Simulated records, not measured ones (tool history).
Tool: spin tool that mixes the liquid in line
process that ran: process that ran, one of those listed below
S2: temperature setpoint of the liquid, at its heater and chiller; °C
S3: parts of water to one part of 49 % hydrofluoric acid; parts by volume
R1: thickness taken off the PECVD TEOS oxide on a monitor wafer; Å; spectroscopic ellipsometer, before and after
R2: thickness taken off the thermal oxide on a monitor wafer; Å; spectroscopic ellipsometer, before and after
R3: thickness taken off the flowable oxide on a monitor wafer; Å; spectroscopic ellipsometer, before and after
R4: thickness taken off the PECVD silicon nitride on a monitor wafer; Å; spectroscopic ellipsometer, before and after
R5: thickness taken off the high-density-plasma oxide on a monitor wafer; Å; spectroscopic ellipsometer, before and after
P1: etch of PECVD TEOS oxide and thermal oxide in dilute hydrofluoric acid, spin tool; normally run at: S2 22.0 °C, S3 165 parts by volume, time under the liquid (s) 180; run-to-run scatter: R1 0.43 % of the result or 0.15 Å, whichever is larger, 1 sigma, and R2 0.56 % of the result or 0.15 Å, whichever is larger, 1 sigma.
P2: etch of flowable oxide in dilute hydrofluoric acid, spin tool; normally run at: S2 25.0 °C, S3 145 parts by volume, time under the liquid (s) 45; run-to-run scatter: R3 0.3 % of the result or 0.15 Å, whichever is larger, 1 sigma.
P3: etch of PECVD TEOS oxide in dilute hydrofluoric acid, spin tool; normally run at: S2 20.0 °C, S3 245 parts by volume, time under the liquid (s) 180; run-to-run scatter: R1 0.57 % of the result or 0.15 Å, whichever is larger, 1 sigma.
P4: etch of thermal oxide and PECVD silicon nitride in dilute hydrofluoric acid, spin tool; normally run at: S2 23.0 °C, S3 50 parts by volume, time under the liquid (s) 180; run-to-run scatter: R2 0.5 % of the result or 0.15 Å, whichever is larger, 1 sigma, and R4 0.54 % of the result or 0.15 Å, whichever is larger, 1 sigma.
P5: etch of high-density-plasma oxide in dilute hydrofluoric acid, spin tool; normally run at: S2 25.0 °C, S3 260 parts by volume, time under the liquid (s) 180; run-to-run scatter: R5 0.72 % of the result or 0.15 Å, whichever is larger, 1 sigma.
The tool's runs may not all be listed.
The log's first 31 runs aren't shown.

Run 32, hour 178.1: process that ran P1, S2 22.0 °C, S3 165 parts by volume, time under the liquid (s) 180. Result: R1 115.6100 Å, R2 46.0640 Å.
Run 33, hour 182.2: process that ran P1, S2 22.0 °C, S3 165 parts by volume, time under the liquid (s) 180. Result: R1 117.6200 Å, R2 45.6530 Å.
Run 34, hour 189.0: process that ran P1, S2 22.0 °C, S3 165 parts by volume, time under the liquid (s) 180. Result: R1 113.8800 Å, R2 45.1160 Å.
Run 35, hour 195.0: process that ran P1, S2 22.0 °C, S3 165 parts by volume, time under the liquid (s) 180. Result: R1 112.8900 Å, R2 44.3840 Å.
Run 36, hour 201.6: process that ran P1, S2 22.0 °C, S3 165 parts by volume, time under the liquid (s) 180. Result: R1 111.9400 Å, R2 43.7050 Å.
Run 37, hour 206.7: process that ran P1, S2 22.0 °C, S3 165 parts by volume, time under the liquid (s) 180. Result: R1 110.9100 Å, R2 43.3890 Å.
Run 38, hour 210.3: process that ran P1, S2 22.0 °C, S3 165 parts by volume, time under the liquid (s) 180. Result: R1 111.6000 Å, R2 43.3860 Å.
Run 39, hour 216.1: process that ran P1, S2 22.0 °C, S3 165 parts by volume, time under the liquid (s) 180. Result: R1 110.8400 Å, R2 42.9120 Å.
Run 40, hour 220.6: process that ran P1, S2 22.0 °C, S3 165 parts by volume, time under the liquid (s) 180. Result: R1 110.0200 Å, R2 43.3140 Å.

The next listed run, before its measurement:
Run 41, hour 224.0: process that ran P1, S2 22.0 °C, S3 165 parts by volume, time under the liquid (s) 180. Result: R1 ?, R2 ?.

{"run 41": {"R1": 109.98, "R2": 43.481}}
